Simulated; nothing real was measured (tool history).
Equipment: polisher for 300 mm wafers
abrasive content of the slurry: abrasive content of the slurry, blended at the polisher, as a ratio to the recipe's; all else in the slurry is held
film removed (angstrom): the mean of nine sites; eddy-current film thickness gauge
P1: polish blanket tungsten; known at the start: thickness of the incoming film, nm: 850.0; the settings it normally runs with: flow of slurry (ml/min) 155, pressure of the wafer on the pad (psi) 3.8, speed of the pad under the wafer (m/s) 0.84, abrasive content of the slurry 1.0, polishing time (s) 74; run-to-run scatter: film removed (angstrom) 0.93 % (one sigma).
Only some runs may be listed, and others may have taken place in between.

| run | day | flow of slurry (ml/min) | pressure of the wafer on the pad (psi) | speed of the pad under the wafer (m/s) | abrasive content of the slurry | polishing time (s) | wafers polished on this pad | hours since the slurry nozzle was cleaned | hours since the head pressure was calibrated | hours since the slurry blender was calibrated | hours since the slurry got fresh peroxide | film removed (angstrom) |
|---|---|---|---|---|---|---|---|---|---|---|---|---|
| 1 | 0.300 | 155 | 3.8 | 0.84 | 1.0 | 74 | 446 | 373.6 | 450.9 | 103.7 | 125.7 | 3179.1 |
| 2 | 0.596 | 155 | 3.8 | 0.84 | 1.0 | 42 | 505 | 380.7 | 458.0 | 110.8 | 132.8 | 1808.6 |
| 3 | 0.946 | 155 | 3.8 | 0.84 | 1.0 | 74 | 574 | 389.1 | 466.4 | 119.2 | 141.2 | 3187.6 |
| 4 | 1.175 | 155 | 3.8 | 0.84 | 1.0 | 94 | 620 | 394.6 | 471.9 | 124.7 | 146.7 | 4032.7 |
| 5 | 1.554 | 155 | 3.8 | 0.84 | 0.7 | 74 | 695 | 403.7 | 481.0 | 133.8 | 155.8 | 2962.7 |
| 6 | 1.938 | 155 | 3.8 | 0.84 | 1.0 | 74 | 771 | 412.9 | 490.2 | 143.0 | 165.0 | 3212.4 |
| 7 | 2.225 | 155 | 3.8 | 1.22 | 1.0 | 74 | 828 | 419.8 | 497.1 | 149.9 | 171.9 | 4602.0 |
| 8 | 2.429 | 155 | 3.8 | 0.84 | 1.0 | 74 | 868 | 424.7 | 502.0 | 154.8 | 176.8 | 3206.4 |
| 9 | 2.812 | 235 | 3.8 | 0.84 | 1.0 | 74 | 944 | 433.9 | 511.2 | 164.0 | 186.0 | 3364.7 |
| 10 | 3.200 | 155 | 3.8 | 0.84 | 1.0 | 74 | 1021 | 443.2 | 520.5 | 173.3 | 195.3 | 3206.0 |
| 11 | 3.417 | 155 | 3.8 | 0.56 | 1.0 | 74 | 1064 | 448.4 | 525.7 | 178.5 | 200.5 | 2109.0 |
| 12 | 3.596 | 95 | 3.8 | 0.84 | 1.0 | 74 | 1100 | 452.7 | 530.0 | 182.8 | 204.8 | 2881.3 |

Run 13 has not been measured yet. What should we expect?
| 13 | 3.875 | 155 | 5.9 | 0.84 | 1.0 | 74 | 1155 | 459.4 | 536.7 | 189.5 | 211.5 | ? |

film removed (angstrom): 4940.2

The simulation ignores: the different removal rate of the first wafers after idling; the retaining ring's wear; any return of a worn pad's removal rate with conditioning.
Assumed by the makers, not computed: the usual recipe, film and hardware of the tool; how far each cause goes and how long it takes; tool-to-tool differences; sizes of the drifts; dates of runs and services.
